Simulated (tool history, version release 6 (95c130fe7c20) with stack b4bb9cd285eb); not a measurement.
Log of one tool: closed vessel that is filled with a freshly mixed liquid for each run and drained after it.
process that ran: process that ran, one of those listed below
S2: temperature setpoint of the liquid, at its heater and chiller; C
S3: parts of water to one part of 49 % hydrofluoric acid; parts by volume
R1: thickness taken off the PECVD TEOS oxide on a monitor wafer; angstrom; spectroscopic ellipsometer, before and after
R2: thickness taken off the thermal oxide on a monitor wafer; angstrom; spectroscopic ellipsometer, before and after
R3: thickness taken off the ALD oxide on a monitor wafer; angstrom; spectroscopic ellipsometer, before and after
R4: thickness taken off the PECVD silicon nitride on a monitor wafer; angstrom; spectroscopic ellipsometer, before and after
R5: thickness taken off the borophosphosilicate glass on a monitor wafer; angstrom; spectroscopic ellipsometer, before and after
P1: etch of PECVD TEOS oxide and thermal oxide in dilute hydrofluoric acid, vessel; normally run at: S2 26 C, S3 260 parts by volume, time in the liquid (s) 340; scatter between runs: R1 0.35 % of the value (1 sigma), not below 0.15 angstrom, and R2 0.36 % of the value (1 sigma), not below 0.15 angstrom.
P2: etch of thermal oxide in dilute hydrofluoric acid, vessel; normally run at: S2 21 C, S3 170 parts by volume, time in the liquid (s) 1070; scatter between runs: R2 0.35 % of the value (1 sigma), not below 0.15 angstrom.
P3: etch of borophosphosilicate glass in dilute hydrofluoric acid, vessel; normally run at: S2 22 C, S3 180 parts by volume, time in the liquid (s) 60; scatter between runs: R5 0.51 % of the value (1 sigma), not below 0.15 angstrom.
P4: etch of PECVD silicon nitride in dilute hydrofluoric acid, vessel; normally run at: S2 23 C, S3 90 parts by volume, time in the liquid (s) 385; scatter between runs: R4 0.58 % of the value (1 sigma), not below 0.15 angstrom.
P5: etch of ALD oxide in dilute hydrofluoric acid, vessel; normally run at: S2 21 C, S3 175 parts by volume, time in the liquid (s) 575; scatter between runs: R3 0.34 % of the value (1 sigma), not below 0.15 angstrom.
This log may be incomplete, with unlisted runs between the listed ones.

run 1 hour=8.8 | process_that_ran=P1 S2=26 S3=260 time_in_the_liquid_(s)=340 | R1=210.92 R2=58.042
run 2 hour=15.7 | process_that_ran=P1 S2=20 S3=260 time_in_the_liquid_(s)=340 | R1=168.27 R2=47.279
run 3 hour=23.5 | process_that_ran=P1 S2=26 S3=260 time_in_the_liquid_(s)=340 | R1=209.56 R2=58.559
run 4 hour=29.7 | process_that_ran=P5 S2=21 S3=175 time_in_the_liquid_(s)=1115 | R3=903.57
run 5 hour=35.8 | process_that_ran=P2 S2=21 S3=265 time_in_the_liquid_(s)=1070 | R2=140.89
run 6 hour=41.4 | process_that_ran=P1 S2=26 S3=260 time_in_the_liquid_(s)=630 | R1=387.15 R2=108.45
run 7 hour=49.4 | process_that_ran=P4 S2=23 S3=20 time_in_the_liquid_(s)=385 | R4=581.88
run 8 hour=56.8 | process_that_ran=P5 S2=21 S3=175 time_in_the_liquid_(s)=575 | R3=465.81
run 9 hour=63 | process_that_ran=P1 S2=26 S3=260 time_in_the_liquid_(s)=100 | R1=61.767 R2=17.126
run 10 hour=71.9 | process_that_ran=P1 S2=26 S3=260 time_in_the_liquid_(s)=340 | R1=208.34 R2=58.344
run 11 hour=76.7 | process_that_ran=P1 S2=21 S3=260 time_in_the_liquid_(s)=180 | R1=92.266 R2=26.007
run 12 hour=84.6 | process_that_ran=P4 S2=23 S3=90 time_in_the_liquid_(s)=385 | R4=134.08
run 13 hour=93.5 | process_that_ran=P1 S2=26 S3=260 time_in_the_liquid_(s)=340 | R1=207.71 R2=58.673
run 14 hour=100.2 | process_that_ran=P5 S2=17 S3=175 time_in_the_liquid_(s)=575 | R3=397.94
run 15 hour=108.4 | process_that_ran=P1 S2=26 S3=165 time_in_the_liquid_(s)=340 | R1=367.45 R2=102.36
run 16 hour=113.8 | process_that_ran=P1 S2=26 S3=260 time_in_the_liquid_(s)=340 | R1=210.23 R2=58.538
run 17 hour=120.1 | process_that_ran=P1 S2=33 S3=260 time_in_the_liquid_(s)=340 | R1=263.66 R2=73.796
run 18 hour=126.2 | process_that_ran=P3 S2=22 S3=180 time_in_the_liquid_(s)=90 | R5=175.18
run 19 hour=131.9 | process_that_ran=P3 S2=17 S3=180 time_in_the_liquid_(s)=60 | R5=95.527
run 20 hour=140.5 | process_that_ran=P2 S2=21 S3=170 time_in_the_liquid_(s)=255 | R2=57.111
run 21 hour=145.8 | process_that_ran=P5 S2=21 S3=285 time_in_the_liquid_(s)=575 | R3=257.38
run 22 hour=153.7 | process_that_ran=P2 S2=21 S3=170 time_in_the_liquid_(s)=1070 | R2=239.37
run 23 hour=160.3 | process_that_ran=P1 S2=26 S3=260 time_in_the_liquid_(s)=340 | R1=210.26 R2=58.137
run 24 hour=165.6 | process_that_ran=P1 S2=26 S3=405 time_in_the_liquid_(s)=340 | R1=116.52 R2=32.565
-- hour=170.2 thermometer replaced
run 25 hour=173.9 | process_that_ran=P4 S2=23 S3=90 time_in_the_liquid_(s)=735 | R4=255.83
run 26 hour=182.6 | process_that_ran=P1 S2=26 S3=260 time_in_the_liquid_(s)=340 | R1=209 R2=58.478
run 27 hour=187.9 | process_that_ran=P1 S2=26 S3=430 time_in_the_liquid_(s)=570 | R1=179.79 R2=50.196
run 28 hour=196.6 | process_that_ran=P3 S2=22 S3=300 time_in_the_liquid_(s)=60 | R5=61.959
run 29 hour=200.7 | process_that_ran=P2 S2=26 S3=170 time_in_the_liquid_(s)=1070 | R2=291.2
run 30 hour=206.1 | process_that_ran=P3 S2=22 S3=180 time_in_the_liquid_(s)=60 | R5=116.21
run 31 hour=211.4 | process_that_ran=P4 S2=17 S3=90 time_in_the_liquid_(s)=385 | R4=88.654
run 32 hour=219.6 | process_that_ran=P1 S2=26 S3=260 time_in_the_liquid_(s)=340 | R1=210.67 R2=58.807
run 33 hour=223.6 | process_that_ran=P1 S2=26 S3=260 time_in_the_liquid_(s)=340 | R1=204.98 R2=56.554
run 34 hour=232.3 | process_that_ran=P1 S2=26 S3=260 time_in_the_liquid_(s)=340 | R1=197.23 R2=55.209
run 35 hour=237.9 | process_that_ran=P1 S2=26 S3=260 time_in_the_liquid_(s)=340 | R1=194.57 R2=54.569
run 36 hour=245.1 | process_that_ran=P1 S2=26 S3=260 time_in_the_liquid_(s)=340 | R1=194.12 R2=54.126
run 37 hour=248.9 | process_that_ran=P1 S2=26 S3=260 time_in_the_liquid_(s)=340 | R1=193.23 R2=53.665
run 38 hour=257.7 | process_that_ran=P1 S2=26 S3=260 time_in_the_liquid_(s)=340 | R1=193.02 R2=53.875

What P1 gives has crept away from where it was. These 2 causes fit the log equally well, each at the size given:
A: liquid colder than its thermometer reads (K) = 2.39
B: hydrofluoric acid flow below the setpoint (%) = 6.35
The process output started creeping at around hour 219.6.

Which of the 4 check runs listed below separates the causes, so that each cause would produce a clearly different result? Each run uses one wafer, and its results are marked with question marks.
run check 1 hour=266.5 | process_that_ran=P5 S2=21 S3=265 time_in_the_liquid_(s)=1110 | R3=?
run check 2 hour=266.5 | process_that_ran=P2 S2=21 S3=240 time_in_the_liquid_(s)=445 | R2=?
run check 3 hour=266.5 | process_that_ran=P4 S2=23 S3=25 time_in_the_liquid_(s)=615 | R4=?
run check 4 hour=266.5 | process_that_ran=P3 S2=22 S3=265 time_in_the_liquid_(s)=60 | R5=?

What each check would give under each cause:
check=check_1 result=R3 if_A=497.79 if_B=501.16
check=check_2 result=R2 if_A=60.265 if_B=60.824
check=check_3 result=R4 if_A=632.59 if_B=700.96
check=check_4 result=R5 if_A=66.306 if_B=66.66
Separation of the two closest causes in each check, using whichever result separates them best: check 1 0.68 %; check 2 0.92 %; check 3 10.26 %; check 4 0.53 %
Only in check 3 would the causes give clearly different results; in the remaining checks their results would be nearly the same.

Here is what check 3 returned: R4 628.65 angstrom. Which cause is it?

It is A: liquid colder than its thermometer reads (K).
